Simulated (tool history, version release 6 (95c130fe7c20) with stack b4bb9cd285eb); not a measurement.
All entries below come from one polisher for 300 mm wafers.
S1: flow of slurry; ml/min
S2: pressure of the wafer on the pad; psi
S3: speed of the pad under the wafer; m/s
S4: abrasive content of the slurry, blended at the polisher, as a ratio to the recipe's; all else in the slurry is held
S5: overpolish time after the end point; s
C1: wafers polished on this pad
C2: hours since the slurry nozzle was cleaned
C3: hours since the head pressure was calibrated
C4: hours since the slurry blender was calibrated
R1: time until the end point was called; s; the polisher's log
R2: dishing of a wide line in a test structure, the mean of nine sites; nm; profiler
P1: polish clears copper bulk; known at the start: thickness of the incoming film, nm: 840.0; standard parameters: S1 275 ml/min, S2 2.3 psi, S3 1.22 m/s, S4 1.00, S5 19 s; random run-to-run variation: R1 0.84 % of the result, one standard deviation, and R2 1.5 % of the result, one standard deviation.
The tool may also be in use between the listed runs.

run	day	S1	S2	S3	S4	S5	C1	C2	C3	C4	R1	R2
1	0.117	275	2.3	1.22	1.00	19	483	74.9	395.4	135.9	103.740	83.520
2	0.262	275	2.3	1.86	1.00	19	520	78.4	398.9	139.4	67.476	104.790
3	0.483	275	2.3	1.22	1.00	19	577	83.7	404.2	144.7	103.140	84.532
# day 0.504: worn pad replaced by a new one
4	0.717	275	2.3	1.22	1.00	6	54	89.3	409.8	150.3	102.620	35.008
5	0.858	275	1.3	1.22	1.00	19	90	92.7	413.2	153.7	181.400	52.375
6	1.112	275	2.3	1.22	0.50	19	155	98.8	419.3	159.8	117.820	78.171
7	1.242	275	2.3	1.22	1.00	35	188	101.9	422.4	162.9	104.430	117.580
8	1.433	275	3.2	1.22	0.75	19	237	106.5	427.0	167.5	78.695	104.220
9	1.550	165	2.3	1.22	1.00	19	267	109.3	429.8	170.3	109.350	80.922
10	1.712	275	3.3	1.22	1.00	19	309	113.2	433.7	174.2	71.284	112.110
11	1.871	275	2.3	1.22	1.00	19	349	117.0	437.5	178.0	102.930	86.034
12	2.025	275	2.3	1.22	1.00	19	388	120.7	441.2	181.7	104.750	83.001
13	2.212	275	2.3	1.22	1.45	19	436	125.2	445.7	186.2	93.640	86.837
14	2.379	275	2.3	1.22	1.00	19	479	129.2	449.7	190.2	101.990	85.624
15	2.517	275	2.3	0.54	1.00	19	514	132.5	453.0	193.5	234.180	46.538
16	2.767	405	2.3	1.22	1.00	19	578	138.5	459.0	199.5	99.942	86.095
17	2.996	275	2.3	1.22	1.00	19	637	144.0	464.5	205.0	102.780	83.337
18	3.142	275	1.3	1.50	1.00	19	674	147.5	468.0	208.5	147.670	59.226
19	3.388	275	2.3	1.22	1.00	19	737	153.4	473.9	214.4	101.480	85.417
20	3.633	275	2.3	1.22	1.00	19	799	159.3	479.8	220.3	104.920	83.059
21	3.821	275	2.3	1.22	1.00	19	847	163.8	484.3	224.8	106.040	83.070
# day 3.921: head pressure recalibrated
22	4.008	275	2.3	1.22	1.00	19	895	168.3	2.2	229.3	106.410	82.333
# day 4.104: worn pad replaced by a new one
23	4.212	275	2.3	1.22	1.00	19	27	173.2	7.1	234.2	109.850	83.510
24	4.388	275	2.3	1.22	1.00	19	72	177.4	11.3	238.4	108.350	81.391
25	4.608	275	2.3	1.22	1.00	19	129	182.7	16.6	243.7	106.310	81.481
26	4.754	275	2.3	1.22	1.00	19	166	186.2	20.1	247.2	107.880	82.278

Something has made what P1 gives creep away from where it was; the 2 causes below, each at its own stated size, fit the log equally well:
A: slurry flow missing at the pad, % = 35.8
B: abrasive missing from the slurry, % = 22.4
The onset of the drift is placed at about day 3.388.
Ruled out, with reasons:
removal rate lost through wear of the pad, %: was serviced at day 4.104, once the creep was under way, yet the earlier output never came back
head's pressure below its setpoint, %: was serviced at day 3.921, once the creep was under way, yet the earlier output never came back

The 4 check runs listed below each average the results of 5 wafers, and their outcomes are marked with question marks. Under which run would the listed causes produce clearly different results?
check 1	4.900	165	2.3	1.22	1.30	19					?	?
check 2	4.900	275	1.5	1.76	1.00	19					?	?
check 3	4.900	275	2.3	1.22	0.60	35					?	?
check 4	4.900	275	2.3	0.74	1.00	19					?	?

What every check run would give for each of its results, assuming each possible cause in turn:
check	result	if A	if B
check 1	R1	112.660	109.210
check 1	R2	79.402	81.028
check 2	R1	115.100	115.080
check 2	R2	72.177	72.186
check 3	R1	120.410	119.980
check 3	R2	108.150	108.330
check 4	R1	178.540	178.500
check 4	R2	57.068	57.077
Distance between the nearest two causes, measured in the result of the check that separates them most: check 1 3.11 %; check 2 0.02 %; check 3 0.36 %; check 4 0.02 %
Only check 1 tells the causes apart: in the others they would give nearly the same result.

Then check 1 was run and gave: R1 109.100 s; R2 79.946 nm. Which cause is it?

B is the cause: abrasive missing from the slurry, %.
